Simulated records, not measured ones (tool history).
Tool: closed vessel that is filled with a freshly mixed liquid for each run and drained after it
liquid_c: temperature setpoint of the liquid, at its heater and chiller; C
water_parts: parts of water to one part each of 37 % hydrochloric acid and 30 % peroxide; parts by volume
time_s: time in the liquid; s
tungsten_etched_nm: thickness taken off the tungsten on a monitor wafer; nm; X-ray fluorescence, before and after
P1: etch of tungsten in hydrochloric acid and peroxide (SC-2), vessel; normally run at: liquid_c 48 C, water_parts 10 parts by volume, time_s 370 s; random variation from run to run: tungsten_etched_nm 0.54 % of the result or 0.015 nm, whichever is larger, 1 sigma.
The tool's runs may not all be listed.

run   hour  liquid_c  water_parts  time_s  hours since the thermometer was replaced  hours since the chemicals flow meter was replaced  hours since the drum of peroxide was connected  tungsten_etched_nm
  1    4.2        48           10     370                                    1246.1                                              932.1                                           147.7              49.543
  2     11        35           10     370                                    1252.9                                              938.9                                           154.5              19.881
  3   14.8        48           10      30                                    1256.7                                              942.7                                           158.3              3.9884
  4   19.1        56            4     370                                      1261                                                947                                           162.6              168.73
  5   26.2      62.5           10     370                                    1268.1                                              954.1                                           169.7              127.03
  6   33.5        48           10     370                                    1275.4                                              961.4                                             177              49.626
  7   36.9        48            4     370                                    1278.8                                              964.8                                           180.4               98.61
  8   41.9        48           10     370                                    1283.8                                              969.8                                           185.4              49.858
  9   49.4      38.5         17.5     370                                    1291.3                                              977.3                                           192.9              15.847
 10   53.6        48           10     730                                    1295.5                                              981.5                                           197.1              98.323
 11   59.4        48           10     370                                    1301.3                                              987.3                                           202.9              49.685
 12   66.4        48           18     370                                    1308.3                                              994.3                                           209.9              29.752
 13   71.9        48           10     370                                    1313.8                                              999.8                                           215.4              50.105
 14   77.5        48           10     370                                    1319.4                                             1005.4                                             221              49.595
 15   84.7        48           10     370                                    1326.6                                             1012.6                                           228.2              49.643
 16   92.3        48           10     370                                    1334.2                                             1020.2                                           235.8              48.125
 17   99.6        48           10     370                                    1341.5                                             1027.5                                           243.1              46.976
 18  107.1        48           10     370                                      1349                                               1035                                           250.6              46.303
     111.4  -- new drum of peroxide connected
 19    113        48           10     370                                    1354.9                                             1040.9                                             1.7              45.445
 20  118.1        48           10     370                                      1360                                               1046                                             6.8              45.935
 21  121.9        48           10     370                                    1363.8                                             1049.8                                            10.6              45.291
 22  128.9        48           10     370                                    1370.8                                             1056.8                                            17.6              45.431
 23  135.6        48           10     370                                    1377.5                                             1063.5                                            24.3              45.346
 24  141.8        48           10     370                                    1383.7                                             1069.7                                            30.5              45.265
 25  147.4        48           10     370                                    1389.3                                             1075.3                                            36.1              44.666
 26  151.2        48           10     370                                    1393.1                                             1079.1                                            39.9              45.221

What P1 gives has crept away from where it was. These 2 causes fit the log equally well, each at the size given:
A: liquid colder than its thermometer reads (K) = 1.45
B: chemicals flow below the setpoint (%) = 11
The creep began at about hour 84.7.
Why every other cause is out:
peroxide weaker than its label (%): serviced at hour 111.4, which brought nothing back

4 check runs are offered, each on 2 wafers whose results are averaged, their results left as question marks. Which one tells the causes apart?
check 1   155        35            4     370                                                                                                                                                                ?
check 2   155        35         17.5     370                                                                                                                                                                ?
check 3   155        48           18     695                                                                                                                                                                ?
check 4   155        48           17     710                                                                                                                                                                ?

What each check would give under each cause:
  check              result    if A    if B
check 1  tungsten_etched_nm  35.738  36.742
check 2  tungsten_etched_nm  10.996  11.014
check 3  tungsten_etched_nm  50.692  50.331
check 4  tungsten_etched_nm  54.512  54.156
How far apart the two closest causes lie, in the result that separates them most: check 1 2.77 %; check 2 0.16 %; check 3 0.72 %; check 4 0.65 %
Check 1 tells the causes apart: in the others they would give nearly the same result.

Check 1 was then run and gave: tungsten_etched_nm 36.787 nm. Which cause is it?

It is B: chemicals flow below the setpoint (%).
